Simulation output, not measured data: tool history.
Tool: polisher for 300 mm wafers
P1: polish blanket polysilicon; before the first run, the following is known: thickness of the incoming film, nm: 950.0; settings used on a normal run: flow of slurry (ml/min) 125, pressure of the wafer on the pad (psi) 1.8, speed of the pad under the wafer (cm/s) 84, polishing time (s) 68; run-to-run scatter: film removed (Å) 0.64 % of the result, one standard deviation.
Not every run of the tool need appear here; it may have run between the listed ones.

run   hour  flow of slurry (ml/min)  pressure of the wafer on the pad (psi)  speed of the pad under the wafer (cm/s)  polishing time (s)  wafers polished on this pad  hours since the slurry nozzle was cleaned  hours since the head pressure was calibrated  film removed (Å)
  1    9.1                      125                                     1.8                                       84                  68                          286                                      131.2                                         171.4            2992.0
  2   19.4                      125                                     1.8                                       84                  68                          363                                      141.5                                         181.7            3006.8
  3   26.2                      125                                     1.8                                       84                  68                          414                                      148.3                                         188.5            3003.9
  4   38.5                      125                                     1.8                                       84                  68                          506                                      160.6                                         200.8            3000.3
  5   48.6                      125                                     2.7                                       84                  68                          581                                      170.7                                         210.9            4484.5
  6   56.3                      125                                     1.8                                       84                  68                          639                                      178.4                                         218.6            2989.4
  7   70.0                      125                                     2.2                                      124                  68                          741                                      192.1                                         232.3            5368.7
  8   82.2                      185                                     1.8                                       84                  68                          833                                      204.3                                         244.5            3183.6
  9   91.1                      125                                     1.8                                       42                  68                          899                                      213.2                                         253.4            1491.0
 10  104.3                      125                                     1.8                                       84                  36                          998                                      226.4                                         266.6            1595.5
 11  119.6                      125                                     1.8                                       84                  96                         1112                                      241.7                                         281.9            4216.1
 12  133.7                      125                                     1.8                                       84                  68                         1218                                      255.8                                         296.0            2956.9
 13  141.7                       90                                     1.8                                       84                  68                         1278                                      263.8                                         304.0            2793.8
     148.7  -- worn pad replaced by a new one
 14  155.6                      125                                     1.2                                       84                  68                           51                                      277.7                                         317.9            1978.9
 15  169.5                      125                                     1.8                                      134                  68                          155                                      291.6                                         331.8            4720.8
 16  180.1                      125                                     1.8                                       84                  68                          234                                      302.2                                         342.4            3017.4
 17  193.2                      125                                     1.8                                       84                  68                          332                                      315.3                                         355.5            2847.7
 18  202.4                      125                                     1.8                                       84                  68                          401                                      324.5                                         364.7            2816.5
 19  215.2                      125                                     1.8                                       84                  68                          497                                      337.3                                         377.5            2741.4
     219.0  -- worn pad replaced by a new one
 20  225.1                      125                                     1.8                                       84                  68                           45                                      347.2                                         387.4            2725.4
 21  233.6                      125                                     1.8                                       84                  68                          109                                      355.7                                         395.9            2721.0
 22  243.7                      125                                     1.8                                       84                  68                          184                                      365.8                                         406.0            2732.2
 23  259.2                      125                                     1.8                                       84                  68                          300                                      381.3                                         421.5            2701.5
 24  267.9                      125                                     1.8                                       84                  68                          365                                      390.0                                         430.2            2700.6

P1 has crept away from where it was. The log is fitted equally well by each of these 2 causes, at the sizes shown:
A: head's pressure below its setpoint, % = 8.88
B: slurry flow missing at the pad, % = 31.8
The onset of the drift is placed at about hour 180.1.
All other causes, with the reason each is excluded:
removal rate lost through wear of the pad, %: its service at hour 219.0 followed the start of the drift and did not put the process back to its old value

Which of the check runs below tells the causes apart, meaning the causes would give it clearly different results? Each run uses 5 wafers whose results are averaged, and each result is shown as a question mark.
check 1  276.6                      125                                     1.8                                       48                  85                                                                                                                                       ?
check 2  276.6                      125                                     2.6                                       84                  68                                                                                                                                       ?
check 3  276.6                      125                                     2.3                                       84                  68                                                                                                                                       ?
check 4  276.6                      165                                     1.8                                       84                  68                                                                                                                                       ?

What each check would give under each cause:
  check            result    if A    if B
check 1  film removed (Å)  1945.1  1945.1
check 2  film removed (Å)  3933.4  3933.5
check 3  film removed (Å)  3479.5  3479.6
check 4  film removed (Å)  2862.6  2922.1
Separation of the two closest causes in each check, using whichever result separates them best: check 1 0 %; check 2 0 %; check 3 0 %; check 4 2.06 %
Only check 4 tells the causes apart: in the others they would give nearly the same result.

With check 4 done, the readings were: film removed (Å) 2854.1. Identify which of the listed causes applies.

The cause is A: head's pressure below its setpoint, %.
